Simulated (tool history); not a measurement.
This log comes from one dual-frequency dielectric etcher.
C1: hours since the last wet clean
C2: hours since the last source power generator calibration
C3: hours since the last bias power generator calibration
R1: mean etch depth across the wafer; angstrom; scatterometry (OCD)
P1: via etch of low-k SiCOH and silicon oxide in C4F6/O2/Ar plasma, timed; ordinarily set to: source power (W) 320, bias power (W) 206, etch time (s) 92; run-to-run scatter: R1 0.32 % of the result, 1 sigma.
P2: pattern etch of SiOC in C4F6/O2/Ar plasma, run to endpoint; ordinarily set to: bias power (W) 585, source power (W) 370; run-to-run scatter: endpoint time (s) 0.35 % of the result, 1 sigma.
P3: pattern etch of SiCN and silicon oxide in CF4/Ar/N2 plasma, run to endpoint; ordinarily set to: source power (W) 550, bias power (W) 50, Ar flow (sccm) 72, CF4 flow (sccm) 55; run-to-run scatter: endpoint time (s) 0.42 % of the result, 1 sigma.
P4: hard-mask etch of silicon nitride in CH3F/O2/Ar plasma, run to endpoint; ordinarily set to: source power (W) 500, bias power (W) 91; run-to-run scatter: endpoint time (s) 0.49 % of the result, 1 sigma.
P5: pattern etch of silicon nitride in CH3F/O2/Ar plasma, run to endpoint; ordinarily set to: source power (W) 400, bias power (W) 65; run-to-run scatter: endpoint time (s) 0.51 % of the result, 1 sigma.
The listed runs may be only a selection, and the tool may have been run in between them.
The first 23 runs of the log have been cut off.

Run 24, hour 85.5: process that ran P2, source power (W) 370, bias power (W) 443; C1 54.7; C2 430.4; C3 15. Result: endpoint time (s) 16.475.
Run 25, hour 88.3: process that ran P4, source power (W) 500, bias power (W) 58; C1 57.5; C2 433.2; C3 17.8. Result: endpoint time (s) 75.203.
Run 26, hour 91.6: process that ran P1, source power (W) 320, bias power (W) 247, etch time (s) 66; C1 60.8; C2 436.5; C3 21.1. Result: R1 1861.8 angstrom.
Run 27, hour 95.4: process that ran P1, source power (W) 320, bias power (W) 206, etch time (s) 92; C1 64.6; C2 440.3; C3 24.9. Result: R1 2444.8 angstrom.
Run 28, hour 97.6: process that ran P3, source power (W) 550, bias power (W) 50, Ar flow (sccm) 101, CF4 flow (sccm) 55; C1 66.8; C2 442.5; C3 27.1. Result: endpoint time (s) 20.424.
Run 29, hour 101.7: process that ran P1, source power (W) 320, bias power (W) 206, etch time (s) 92; C1 70.9; C2 446.6; C3 31.2. Result: R1 2436.7 angstrom.
Run 30, hour 104.1: process that ran P1, source power (W) 320, bias power (W) 206, etch time (s) 65; C1 73.3; C2 449; C3 33.6. Result: R1 1721.6 angstrom.
Run 31, hour 107.5: process that ran P1, source power (W) 320, bias power (W) 206, etch time (s) 92; C1 76.7; C2 452.4; C3 37. Result: R1 2429.3 angstrom.

Run 32, settings as shown, results not yet in. Your forecast:
Run 32, hour 109.6: process that ran P1, source power (W) 320, bias power (W) 206, etch time (s) 92; C1 78.8; C2 454.5; C3 39.1. Result: R1 ?.

R1: 2439.4 angstrom
